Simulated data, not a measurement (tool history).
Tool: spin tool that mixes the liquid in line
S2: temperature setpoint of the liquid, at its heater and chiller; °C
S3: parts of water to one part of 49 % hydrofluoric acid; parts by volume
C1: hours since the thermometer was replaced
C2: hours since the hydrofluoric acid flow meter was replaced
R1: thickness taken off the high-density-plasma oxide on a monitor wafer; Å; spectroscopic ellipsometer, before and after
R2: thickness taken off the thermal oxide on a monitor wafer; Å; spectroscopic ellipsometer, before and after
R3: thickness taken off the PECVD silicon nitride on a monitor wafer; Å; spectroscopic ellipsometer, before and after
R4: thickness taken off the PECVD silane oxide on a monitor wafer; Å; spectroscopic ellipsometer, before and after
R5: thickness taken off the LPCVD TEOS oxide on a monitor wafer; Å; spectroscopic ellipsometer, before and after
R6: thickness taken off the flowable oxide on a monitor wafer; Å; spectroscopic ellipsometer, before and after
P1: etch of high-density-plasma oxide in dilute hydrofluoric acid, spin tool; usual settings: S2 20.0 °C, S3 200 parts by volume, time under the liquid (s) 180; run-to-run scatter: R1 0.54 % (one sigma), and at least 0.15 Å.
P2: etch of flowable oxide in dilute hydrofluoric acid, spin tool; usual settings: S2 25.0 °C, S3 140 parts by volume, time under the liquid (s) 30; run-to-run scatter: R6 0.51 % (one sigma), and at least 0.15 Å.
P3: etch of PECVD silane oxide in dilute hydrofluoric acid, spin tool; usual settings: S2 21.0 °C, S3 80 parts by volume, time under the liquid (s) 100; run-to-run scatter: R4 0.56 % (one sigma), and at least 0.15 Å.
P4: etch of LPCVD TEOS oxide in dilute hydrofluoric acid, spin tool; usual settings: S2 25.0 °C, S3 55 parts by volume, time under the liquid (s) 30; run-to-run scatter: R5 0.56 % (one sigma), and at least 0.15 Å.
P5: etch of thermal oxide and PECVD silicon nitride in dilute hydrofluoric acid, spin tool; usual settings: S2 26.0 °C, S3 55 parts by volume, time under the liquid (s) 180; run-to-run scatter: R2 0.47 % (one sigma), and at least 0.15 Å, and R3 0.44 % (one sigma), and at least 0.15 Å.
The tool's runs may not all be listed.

Run 1, hour 6.0: process that ran P1, S2 20.0 °C, S3 200 parts by volume, time under the liquid (s) 180; C1 269.6; C2 337.5. Result: R1 53.258 Å.
Run 2, hour 15.0: process that ran P5, S2 26.0 °C, S3 55 parts by volume, time under the liquid (s) 180; C1 278.6; C2 346.5. Result: R2 170.89 Å, R3 175.46 Å.
Run 3, hour 26.7: process that ran P5, S2 26.0 °C, S3 55 parts by volume, time under the liquid (s) 180; C1 290.3; C2 358.2. Result: R2 171.59 Å, R3 175.46 Å.
Run 4, hour 36.0: process that ran P3, S2 21.0 °C, S3 80 parts by volume, time under the liquid (s) 185; C1 299.6; C2 367.5. Result: R4 532.20 Å.
Run 5, hour 43.2: process that ran P1, S2 20.0 °C, S3 110 parts by volume, time under the liquid (s) 180; C1 306.8; C2 374.7. Result: R1 106.640 Å.
Run 6, hour 50.5: process that ran P1, S2 20.0 °C, S3 200 parts by volume, time under the liquid (s) 100; C1 314.1; C2 382.0. Result: R1 29.953 Å.
Run 7, hour 62.6: process that ran P4, S2 25.0 °C, S3 55 parts by volume, time under the liquid (s) 15; C1 326.2; C2 394.1. Result: R5 85.493 Å.
Run 8, hour 73.4: process that ran P1, S2 25.0 °C, S3 200 parts by volume, time under the liquid (s) 180; C1 337.0; C2 404.9. Result: R1 64.502 Å.
Run 9, hour 79.9: process that ran P1, S2 20.0 °C, S3 290 parts by volume, time under the liquid (s) 180; C1 343.5; C2 411.4. Result: R1 33.557 Å.
Run 10, hour 85.7: process that ran P1, S2 20.0 °C, S3 200 parts by volume, time under the liquid (s) 180; C1 349.3; C2 417.2. Result: R1 53.836 Å.
Run 11, hour 96.4: process that ran P1, S2 17.0 °C, S3 200 parts by volume, time under the liquid (s) 275; C1 360.0; C2 427.9. Result: R1 72.348 Å.
Run 12, hour 104.9: process that ran P3, S2 21.0 °C, S3 140 parts by volume, time under the liquid (s) 100; C1 368.5; C2 436.4. Result: R4 152.03 Å.
Run 13, hour 110.4: process that ran P5, S2 26.0 °C, S3 30 parts by volume, time under the liquid (s) 180; C1 374.0; C2 441.9. Result: R2 325.68 Å, R3 317.01 Å.
Run 14, hour 119.5: process that ran P4, S2 25.0 °C, S3 55 parts by volume, time under the liquid (s) 30; C1 383.1; C2 451.0. Result: R5 169.720 Å.
Run 15, hour 126.0: process that ran P5, S2 30.0 °C, S3 55 parts by volume, time under the liquid (s) 180; C1 389.6; C2 457.5. Result: R2 201.45 Å, R3 227.55 Å.
Run 16, hour 136.8: process that ran P2, S2 25.0 °C, S3 260 parts by volume, time under the liquid (s) 30; C1 400.4; C2 468.3. Result: R6 44.650 Å.
Run 17, hour 146.0: process that ran P1, S2 20.0 °C, S3 200 parts by volume, time under the liquid (s) 180; C1 409.6; C2 477.5. Result: R1 53.433 Å.
Run 18, hour 153.7: process that ran P2, S2 25.0 °C, S3 140 parts by volume, time under the liquid (s) 15; C1 417.3; C2 485.2. Result: R6 47.629 Å.
Run 19, hour 166.2: process that ran P1, S2 20.0 °C, S3 200 parts by volume, time under the liquid (s) 180; C1 429.8; C2 497.7. Result: R1 53.624 Å.
Run 20, hour 176.4: process that ran P1, S2 20.0 °C, S3 70 parts by volume, time under the liquid (s) 330; C1 440.0; C2 507.9. Result: R1 319.360 Å.
Run 21, hour 186.3: process that ran P4, S2 25.0 °C, S3 90 parts by volume, time under the liquid (s) 30; C1 449.9; C2 517.8. Result: R5 99.941 Å.
Run 22, hour 192.3: process that ran P3, S2 27.0 °C, S3 80 parts by volume, time under the liquid (s) 100; C1 455.9; C2 523.8. Result: R4 363.19 Å.
Run 23, hour 200.9: process that ran P1, S2 20.0 °C, S3 200 parts by volume, time under the liquid (s) 350; C1 464.5; C2 532.4. Result: R1 104.310 Å.
Run 24, hour 212.6: process that ran P5, S2 26.0 °C, S3 55 parts by volume, time under the liquid (s) 345; C1 476.2; C2 544.1. Result: R2 329.59 Å, R3 334.45 Å.
Run 25, hour 218.7: process that ran P2, S2 25.0 °C, S3 140 parts by volume, time under the liquid (s) 30; C1 482.3; C2 550.2. Result: R6 94.178 Å.
Run 26, hour 226.9: process that ran P2, S2 18.5 °C, S3 140 parts by volume, time under the liquid (s) 30; C1 490.5; C2 558.4. Result: R6 72.673 Å.
Run 27, hour 239.4: process that ran P1, S2 17.0 °C, S3 200 parts by volume, time under the liquid (s) 180; C1 503.0; C2 570.9. Result: R1 47.306 Å.
Run 28, hour 249.2: process that ran P1, S2 20.0 °C, S3 200 parts by volume, time under the liquid (s) 180; C1 512.8; C2 580.7. Result: R1 53.666 Å.
Run 29, hour 254.6: process that ran P1, S2 20.0 °C, S3 200 parts by volume, time under the liquid (s) 180; C1 518.2; C2 586.1. Result: R1 53.231 Å.
Run 30, hour 260.3: process that ran P3, S2 21.0 °C, S3 80 parts by volume, time under the liquid (s) 100; C1 523.9; C2 591.8. Result: R4 285.65 Å.
Run 31, hour 268.3: process that ran P4, S2 17.0 °C, S3 55 parts by volume, time under the liquid (s) 30; C1 531.9; C2 599.8. Result: R5 121.650 Å.
Run 32, hour 276.4: process that ran P1, S2 20.0 °C, S3 200 parts by volume, time under the liquid (s) 180; C1 540.0; C2 607.9. Result: R1 53.152 Å.
Run 33, hour 283.2: process that ran P1, S2 20.0 °C, S3 200 parts by volume, time under the liquid (s) 180; C1 546.8; C2 614.7. Result: R1 55.320 Å.
Run 34, hour 293.9: process that ran P1, S2 20.0 °C, S3 200 parts by volume, time under the liquid (s) 180; C1 557.5; C2 625.4. Result: R1 55.553 Å.
Run 35, hour 306.2: process that ran P1, S2 20.0 °C, S3 200 parts by volume, time under the liquid (s) 180; C1 569.8; C2 637.7. Result: R1 57.269 Å.
Run 36, hour 312.4: process that ran P1, S2 20.0 °C, S3 200 parts by volume, time under the liquid (s) 180; C1 576.0; C2 643.9. Result: R1 57.085 Å.
Run 37, hour 324.2: process that ran P1, S2 20.0 °C, S3 200 parts by volume, time under the liquid (s) 180; C1 587.8; C2 655.7. Result: R1 57.000 Å.
Run 38, hour 333.6: process that ran P1, S2 20.0 °C, S3 200 parts by volume, time under the liquid (s) 180; C1 597.2; C2 665.1. Result: R1 57.635 Å.
Run 39, hour 344.9: process that ran P1, S2 20.0 °C, S3 200 parts by volume, time under the liquid (s) 180; C1 608.5; C2 676.4. Result: R1 57.696 Å.
Run 40, hour 356.8: process that ran P1, S2 20.0 °C, S3 200 parts by volume, time under the liquid (s) 180; C1 620.4; C2 688.3. Result: R1 57.469 Å.
Run 41, hour 367.3: process that ran P1, S2 20.0 °C, S3 200 parts by volume, time under the liquid (s) 180; C1 630.9; C2 698.8. Result: R1 57.766 Å.

What P1 gives has crept away from where it was. These 2 causes fit the log equally well, each at the size given:
A: hydrofluoric acid flow above the setpoint (%) = 7.21
B: liquid hotter than its thermometer reads (K) = 2.18
The creep began at about hour 276.4.

4 check runs are offered, one wafer each, their results left as question marks. Which one tells the causes apart?
Run check 1, hour 377.8: process that ran P2, S2 25.0 °C, S3 140 parts by volume, time under the liquid (s) 30. Result: R6 ?.
Run check 2, hour 377.8: process that ran P4, S2 25.0 °C, S3 55 parts by volume, time under the liquid (s) 30. Result: R5 ?.
Run check 3, hour 377.8: process that ran P3, S2 21.0 °C, S3 80 parts by volume, time under the liquid (s) 100. Result: R4 ?.
Run check 4, hour 377.8: process that ran P5, S2 26.0 °C, S3 55 parts by volume, time under the liquid (s) 180. Result: R2 ?, R3 ?.

What each check would give under each cause:
  check  result     if A     if B
check 1      R6  102.560  102.690
check 2      R5  184.030  186.480
check 3      R4   307.12   311.17
check 4      R2   185.01   187.31
check 4      R3   186.86   201.38
How far apart the two closest causes lie, in the result that separates them most: check 1 0.13 %; check 2 1.32 %; check 3 1.31 %; check 4 7.48 %
Only check 4 tells the causes apart: in the others they would give nearly the same result.

Check 4 was then run and gave: R2 186.81 Å; R3 186.66 Å. Which cause is it?

It is A: hydrofluoric acid flow above the setpoint (%).

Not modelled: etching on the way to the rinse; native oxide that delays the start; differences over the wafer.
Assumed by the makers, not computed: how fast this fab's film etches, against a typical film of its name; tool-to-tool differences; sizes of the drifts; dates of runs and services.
